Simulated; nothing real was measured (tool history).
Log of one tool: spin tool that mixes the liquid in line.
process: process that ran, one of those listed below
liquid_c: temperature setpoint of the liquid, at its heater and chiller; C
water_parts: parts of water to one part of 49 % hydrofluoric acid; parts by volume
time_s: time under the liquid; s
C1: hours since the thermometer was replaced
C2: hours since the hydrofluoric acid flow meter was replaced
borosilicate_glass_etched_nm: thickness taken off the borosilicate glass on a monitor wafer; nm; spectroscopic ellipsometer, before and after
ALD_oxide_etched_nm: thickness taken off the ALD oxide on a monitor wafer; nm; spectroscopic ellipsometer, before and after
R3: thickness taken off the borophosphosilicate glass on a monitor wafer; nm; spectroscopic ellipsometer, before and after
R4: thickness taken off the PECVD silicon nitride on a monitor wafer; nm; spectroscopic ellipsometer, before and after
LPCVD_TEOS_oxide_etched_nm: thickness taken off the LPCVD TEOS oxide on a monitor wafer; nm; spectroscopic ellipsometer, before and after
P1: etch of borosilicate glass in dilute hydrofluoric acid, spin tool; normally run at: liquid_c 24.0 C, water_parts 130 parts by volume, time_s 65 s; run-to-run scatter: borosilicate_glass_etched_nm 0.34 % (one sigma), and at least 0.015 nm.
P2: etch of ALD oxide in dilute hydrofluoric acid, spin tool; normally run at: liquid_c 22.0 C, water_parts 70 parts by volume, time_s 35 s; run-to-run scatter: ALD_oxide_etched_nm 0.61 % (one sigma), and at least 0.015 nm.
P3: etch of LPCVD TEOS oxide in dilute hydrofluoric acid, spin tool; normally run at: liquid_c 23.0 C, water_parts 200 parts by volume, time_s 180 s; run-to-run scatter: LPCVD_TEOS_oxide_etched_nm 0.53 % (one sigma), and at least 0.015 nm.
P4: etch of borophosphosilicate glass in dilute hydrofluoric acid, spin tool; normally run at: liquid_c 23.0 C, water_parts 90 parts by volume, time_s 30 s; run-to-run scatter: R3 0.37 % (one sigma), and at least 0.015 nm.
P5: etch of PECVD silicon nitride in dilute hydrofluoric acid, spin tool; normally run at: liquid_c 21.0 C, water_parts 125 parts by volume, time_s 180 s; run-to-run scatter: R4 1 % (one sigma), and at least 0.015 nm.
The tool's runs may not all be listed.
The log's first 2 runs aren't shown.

{"run": 3, "day": 0.696, "process": "P1", "liquid_c": 24.0, "water_parts": 130, "time_s": 15, "C1": 348.1, "C2": 421.0, "borosilicate_glass_etched_nm": 3.9439}
{"run": 4, "day": 0.954, "process": "P1", "liquid_c": 19.5, "water_parts": 130, "time_s": 65, "C1": 354.3, "C2": 427.2, "borosilicate_glass_etched_nm": 14.462}
{"run": 5, "day": 1.121, "process": "P1", "liquid_c": 24.0, "water_parts": 130, "time_s": 65, "C1": 358.3, "C2": 431.2, "borosilicate_glass_etched_nm": 17.268}
{"run": 6, "day": 1.238, "process": "P1", "liquid_c": 31.5, "water_parts": 130, "time_s": 65, "C1": 361.1, "C2": 434.0, "borosilicate_glass_etched_nm": 22.905}
{"run": 7, "day": 1.354, "process": "P4", "liquid_c": 27.0, "water_parts": 90, "time_s": 30, "C1": 363.9, "C2": 436.8, "R3": 22.084}
{"run": 8, "day": 1.575, "process": "P2", "liquid_c": 27.0, "water_parts": 70, "time_s": 35, "C1": 369.2, "C2": 442.1, "ALD_oxide_etched_nm": 5.7178}
{"run": 9, "day": 1.696, "process": "P1", "liquid_c": 24.0, "water_parts": 130, "time_s": 65, "C1": 372.1, "C2": 445.0, "borosilicate_glass_etched_nm": 17.32}
{"run": 10, "day": 1.833, "process": "P4", "liquid_c": 23.0, "water_parts": 90, "time_s": 15, "C1": 375.4, "C2": 448.3, "R3": 9.4051}
{"run": 11, "day": 1.967, "process": "P4", "liquid_c": 23.0, "water_parts": 90, "time_s": 30, "C1": 378.6, "C2": 451.5, "R3": 18.818}
{"run": 12, "day": 2.142, "process": "P2", "liquid_c": 22.0, "water_parts": 70, "time_s": 35, "C1": 382.8, "C2": 455.7, "ALD_oxide_etched_nm": 4.7137}
{"run": 13, "day": 2.283, "process": "P1", "liquid_c": 24.0, "water_parts": 130, "time_s": 65, "C1": 386.2, "C2": 459.1, "borosilicate_glass_etched_nm": 17.213}
{"run": 14, "day": 2.512, "process": "P5", "liquid_c": 21.0, "water_parts": 225, "time_s": 180, "C1": 391.7, "C2": 464.6, "R4": 1.2203}
{"run": 15, "day": 2.667, "process": "P4", "liquid_c": 23.0, "water_parts": 165, "time_s": 30, "C1": 395.4, "C2": 468.3, "R3": 9.4682}
{"run": 16, "day": 2.808, "process": "P2", "liquid_c": 22.0, "water_parts": 40, "time_s": 35, "C1": 398.8, "C2": 471.7, "ALD_oxide_etched_nm": 8.4874}
{"run": 17, "day": 3.004, "process": "P3", "liquid_c": 23.0, "water_parts": 280, "time_s": 180, "C1": 403.5, "C2": 476.4, "LPCVD_TEOS_oxide_etched_nm": 16.752}
{"run": 18, "day": 3.242, "process": "P1", "liquid_c": 24.0, "water_parts": 65, "time_s": 15, "C1": 409.2, "C2": 482.1, "borosilicate_glass_etched_nm": 8.625}
{"day": 3.375, "done": "thermometer replaced"}
{"run": 19, "day": 3.404, "process": "P3", "liquid_c": 23.0, "water_parts": 200, "time_s": 180, "C1": 0.7, "C2": 486.0, "LPCVD_TEOS_oxide_etched_nm": 25.443}
{"run": 20, "day": 3.625, "process": "P1", "liquid_c": 24.0, "water_parts": 130, "time_s": 65, "C1": 6.0, "C2": 491.3, "borosilicate_glass_etched_nm": 17.345}
{"run": 21, "day": 3.779, "process": "P3", "liquid_c": 27.5, "water_parts": 200, "time_s": 180, "C1": 9.7, "C2": 495.0, "LPCVD_TEOS_oxide_etched_nm": 29.942}
{"run": 22, "day": 3.942, "process": "P1", "liquid_c": 24.0, "water_parts": 230, "time_s": 65, "C1": 13.6, "C2": 498.9, "borosilicate_glass_etched_nm": 8.7509}

The next listed run, before its measurement:
{"run": 23, "day": 4.162, "process": "P4", "liquid_c": 23.0, "water_parts": 90, "time_s": 30, "C1": 18.9, "C2": 504.2, "R3": "?"}

{"run 23": {"R3": 18.895}}
